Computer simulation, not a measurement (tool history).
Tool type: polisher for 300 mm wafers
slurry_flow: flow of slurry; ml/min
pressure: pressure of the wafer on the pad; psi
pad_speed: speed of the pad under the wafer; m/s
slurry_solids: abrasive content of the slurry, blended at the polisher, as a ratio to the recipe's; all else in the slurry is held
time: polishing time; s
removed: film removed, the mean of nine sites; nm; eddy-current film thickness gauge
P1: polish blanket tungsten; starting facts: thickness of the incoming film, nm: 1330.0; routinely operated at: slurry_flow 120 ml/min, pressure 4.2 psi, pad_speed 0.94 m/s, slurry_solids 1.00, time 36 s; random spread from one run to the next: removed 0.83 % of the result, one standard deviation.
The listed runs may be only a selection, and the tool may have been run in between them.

Run 1, hour 2.9: slurry_flow 120 ml/min, pressure 4.2 psi, pad_speed 0.94 m/s, slurry_solids 1.00, time 36 s. Result: removed 179.700 nm.
Run 2, hour 6.7: slurry_flow 120 ml/min, pressure 4.2 psi, pad_speed 0.94 m/s, slurry_solids 1.00, time 36 s. Result: removed 182.050 nm.
Run 3, hour 10.2: slurry_flow 120 ml/min, pressure 2.4 psi, pad_speed 0.94 m/s, slurry_solids 1.00, time 36 s. Result: removed 105.830 nm.
Run 4, hour 15.1: slurry_flow 120 ml/min, pressure 4.2 psi, pad_speed 0.94 m/s, slurry_solids 0.55, time 36 s. Result: removed 158.490 nm.
At hour 15.3: head pressure recalibrated.
Run 5, hour 18.0: slurry_flow 120 ml/min, pressure 4.2 psi, pad_speed 0.94 m/s, slurry_solids 1.00, time 36 s. Result: removed 181.470 nm.
Run 6, hour 22.1: slurry_flow 120 ml/min, pressure 4.2 psi, pad_speed 0.94 m/s, slurry_solids 1.00, time 36 s. Result: removed 181.790 nm.
Run 7, hour 25.9: slurry_flow 95 ml/min, pressure 4.2 psi, pad_speed 1.36 m/s, slurry_solids 1.00, time 36 s. Result: removed 247.260 nm.
Run 8, hour 30.7: slurry_flow 120 ml/min, pressure 4.2 psi, pad_speed 0.94 m/s, slurry_solids 1.00, time 19 s. Result: removed 96.054 nm.
Run 9, hour 35.0: slurry_flow 80 ml/min, pressure 4.2 psi, pad_speed 0.94 m/s, slurry_solids 1.00, time 36 s. Result: removed 164.320 nm.
Run 10, hour 38.7: slurry_flow 120 ml/min, pressure 4.2 psi, pad_speed 1.20 m/s, slurry_solids 1.00, time 36 s. Result: removed 234.160 nm.
Run 11, hour 41.5: slurry_flow 120 ml/min, pressure 4.2 psi, pad_speed 0.94 m/s, slurry_solids 1.45, time 36 s. Result: removed 197.670 nm.
Run 12, hour 44.5: slurry_flow 165 ml/min, pressure 4.2 psi, pad_speed 0.94 m/s, slurry_solids 1.30, time 36 s. Result: removed 206.680 nm.
Run 13, hour 48.8: slurry_flow 120 ml/min, pressure 4.2 psi, pad_speed 0.94 m/s, slurry_solids 0.65, time 26 s. Result: removed 118.100 nm.
Run 14, hour 51.1: slurry_flow 120 ml/min, pressure 4.2 psi, pad_speed 0.94 m/s, slurry_solids 1.00, time 52 s. Result: removed 267.740 nm.
Run 15, hour 55.4: slurry_flow 180 ml/min, pressure 4.2 psi, pad_speed 0.94 m/s, slurry_solids 1.00, time 36 s. Result: removed 193.570 nm.
Run 16, hour 60.0: slurry_flow 120 ml/min, pressure 6.5 psi, pad_speed 0.94 m/s, slurry_solids 1.00, time 36 s. Result: removed 281.560 nm.
Run 17, hour 64.2: slurry_flow 120 ml/min, pressure 4.2 psi, pad_speed 0.62 m/s, slurry_solids 1.00, time 36 s. Result: removed 121.650 nm.
Run 18, hour 68.4: slurry_flow 120 ml/min, pressure 4.2 psi, pad_speed 0.94 m/s, slurry_solids 1.00, time 36 s. Result: removed 181.340 nm.
Run 19, hour 73.4: slurry_flow 120 ml/min, pressure 4.2 psi, pad_speed 0.94 m/s, slurry_solids 1.00, time 36 s. Result: removed 181.730 nm.
Run 20, hour 77.1: slurry_flow 120 ml/min, pressure 4.2 psi, pad_speed 0.94 m/s, slurry_solids 1.00, time 36 s. Result: removed 177.210 nm.
Run 21, hour 81.0: slurry_flow 120 ml/min, pressure 4.2 psi, pad_speed 0.94 m/s, slurry_solids 1.00, time 36 s. Result: removed 172.850 nm.
Run 22, hour 85.9: slurry_flow 120 ml/min, pressure 4.2 psi, pad_speed 0.94 m/s, slurry_solids 1.00, time 36 s. Result: removed 173.020 nm.

Predict the results of run 23:
At hour 89.6: head pressure recalibrated.
Run 23, hour 89.8: slurry_flow 120 ml/min, pressure 4.2 psi, pad_speed 0.94 m/s, slurry_solids 1.00, time 36 s. Result: removed ?.

{"run 23": {"removed": 171.27}}

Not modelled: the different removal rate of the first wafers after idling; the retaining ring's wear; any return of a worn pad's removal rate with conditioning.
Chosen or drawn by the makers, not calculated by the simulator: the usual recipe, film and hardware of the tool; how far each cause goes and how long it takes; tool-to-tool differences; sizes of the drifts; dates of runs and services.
